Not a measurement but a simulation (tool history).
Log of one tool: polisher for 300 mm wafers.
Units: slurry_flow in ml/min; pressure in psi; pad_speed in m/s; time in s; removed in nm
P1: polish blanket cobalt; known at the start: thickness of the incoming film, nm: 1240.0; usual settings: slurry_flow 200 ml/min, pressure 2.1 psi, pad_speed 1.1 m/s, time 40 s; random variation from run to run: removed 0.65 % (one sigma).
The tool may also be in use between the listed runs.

run,hour,slurry_flow,pressure,pad_speed,time,wafers polished on this pad,hours since the slurry nozzle was cleaned,hours since the head pressure was calibrated,removed
1,3.3,200,2.1,1.1,40,249,74,168.9,214.43
2,9.7,120,2.1,1.1,40,338,80.4,175.3,198.88
3,14,200,2.1,1.1,51,397,84.7,179.6,273.23
4,17.7,200,2.1,1.1,40,448,88.4,183.3,215.79
5,22.2,200,2.1,1.1,40,510,92.9,187.8,218.03
6,28,200,1.2,1.1,62,591,98.7,193.6,190.4
7,31.5,200,2.1,1.1,40,639,102.2,197.1,217.5
8,36.2,200,2.1,1.1,22,704,106.9,201.8,118.01
9,41.9,200,2.1,0.5,40,783,112.6,207.5,98.062
10,47.9,200,2.9,1.1,40,866,118.6,213.5,299.13
11,53.4,200,2.1,1.5,40,942,124.1,219,295.25
12,57.9,265,2.1,1.1,40,1004,128.6,223.5,223.41
13,62,120,2.6,1.1,40,1061,132.7,227.6,241.6
14,67.2,200,1,1.1,40,1133,137.9,232.8,102.37
15,72.8,200,2.1,1.1,40,1210,143.5,238.4,218.16
16,78.5,200,2.1,1.1,40,1289,149.2,244.1,212.49
17,84.6,200,2.1,1.1,40,1373,155.3,250.2,208.79
18,91,200,2.1,1.1,40,1462,161.7,256.6,204.42
19,97.8,200,2.1,1.1,40,1556,168.5,263.4,206.3
# hour 98.7: worn pad replaced by a new one
20,100.8,200,2.1,1.1,40,30,171.5,266.4,204.91
21,107,200,2.1,1.1,40,115,177.7,272.6,204.06
22,113.5,200,2.1,1.1,40,205,184.2,279.1,204.26
23,116.8,200,2.1,1.1,40,251,187.5,282.4,205.84
24,122.7,200,2.1,1.1,40,332,193.4,288.3,203.59
25,128.5,200,2.1,1.1,40,413,199.2,294.1,203.53

The next listed run, before its measurement:
26,134.2,200,2.1,1.1,40,491,204.9,299.8,?

{"run 26": {"removed": 203.08}}
